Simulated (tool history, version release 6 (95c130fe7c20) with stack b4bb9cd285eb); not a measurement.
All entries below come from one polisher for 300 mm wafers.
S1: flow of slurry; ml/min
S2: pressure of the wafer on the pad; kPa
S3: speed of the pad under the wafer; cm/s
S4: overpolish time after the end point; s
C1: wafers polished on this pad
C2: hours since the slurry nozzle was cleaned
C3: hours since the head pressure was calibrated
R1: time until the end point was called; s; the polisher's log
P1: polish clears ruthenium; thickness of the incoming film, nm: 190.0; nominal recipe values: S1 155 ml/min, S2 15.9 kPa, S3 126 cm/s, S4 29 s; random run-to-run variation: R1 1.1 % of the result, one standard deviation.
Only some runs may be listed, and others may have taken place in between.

run 1 day=0.242 | S1=155 S2=15.9 S3=126 S4=29 | C1=255 C2=179.9 C3=321.9 | R1=99.266
run 2 day=0.392 | S1=155 S2=15.9 S3=126 S4=55 | C1=283 C2=183.5 C3=325.5 | R1=98.18
-- day=0.629 head pressure recalibrated
run 3 day=0.633 | S1=155 S2=15.9 S3=126 S4=29 | C1=328 C2=189.3 C3=0.1 | R1=98.388
run 4 day=0.825 | S1=155 S2=15.9 S3=126 S4=11 | C1=364 C2=193.9 C3=4.7 | R1=98.078
run 5 day=1.046 | S1=155 S2=15.9 S3=126 S4=29 | C1=405 C2=199.2 C3=10 | R1=99.369
run 6 day=1.246 | S1=95 S2=15.9 S3=126 S4=29 | C1=442 C2=204 C3=14.8 | R1=109.25
run 7 day=1.454 | S1=155 S2=10.3 S3=126 S4=29 | C1=481 C2=209 C3=19.8 | R1=151.55
run 8 day=1.696 | S1=155 S2=22.8 S3=126 S4=29 | C1=526 C2=214.8 C3=25.6 | R1=67.896
run 9 day=1.883 | S1=155 S2=15.9 S3=158 S4=29 | C1=561 C2=219.3 C3=30.1 | R1=78.825
run 10 day=2.125 | S1=155 S2=15.9 S3=126 S4=29 | C1=606 C2=225.1 C3=35.9 | R1=97.842
run 11 day=2.254 | S1=155 S2=15.9 S3=126 S4=29 | C1=631 C2=228.2 C3=39 | R1=99.849
run 12 day=2.412 | S1=155 S2=15.9 S3=58 S4=29 | C1=660 C2=232 C3=42.8 | R1=218.13
run 13 day=2.638 | S1=245 S2=15.9 S3=126 S4=29 | C1=702 C2=237.4 C3=48.2 | R1=91.467
run 14 day=2.8 | S1=155 S2=15.9 S3=126 S4=29 | C1=733 C2=241.3 C3=52.1 | R1=98.156
-- day=2.804 slurry nozzle cleaned
run 15 day=2.958 | S1=230 S2=9.7 S3=126 S4=29 | C1=762 C2=3.7 C3=55.9 | R1=154.03
run 16 day=3.108 | S1=155 S2=10.3 S3=126 S4=14 | C1=790 C2=7.3 C3=59.5 | R1=151.07
run 17 day=3.25 | S1=155 S2=15.9 S3=126 S4=29 | C1=817 C2=10.7 C3=62.9 | R1=98.487
run 18 day=3.467 | S1=120 S2=9 S3=126 S4=29 | C1=857 C2=15.9 C3=68.1 | R1=184.31
run 19 day=3.675 | S1=155 S2=15.9 S3=126 S4=29 | C1=896 C2=20.9 C3=73.1 | R1=99.467
run 20 day=3.792 | S1=155 S2=15.9 S3=126 S4=29 | C1=918 C2=23.7 C3=75.9 | R1=102.13

Predict the results of run 21:
run 21 day=3.992 | S1=155 S2=15.9 S3=126 S4=29 | C1=955 C2=28.5 C3=80.7 | R1=?

R1: 105.52 s

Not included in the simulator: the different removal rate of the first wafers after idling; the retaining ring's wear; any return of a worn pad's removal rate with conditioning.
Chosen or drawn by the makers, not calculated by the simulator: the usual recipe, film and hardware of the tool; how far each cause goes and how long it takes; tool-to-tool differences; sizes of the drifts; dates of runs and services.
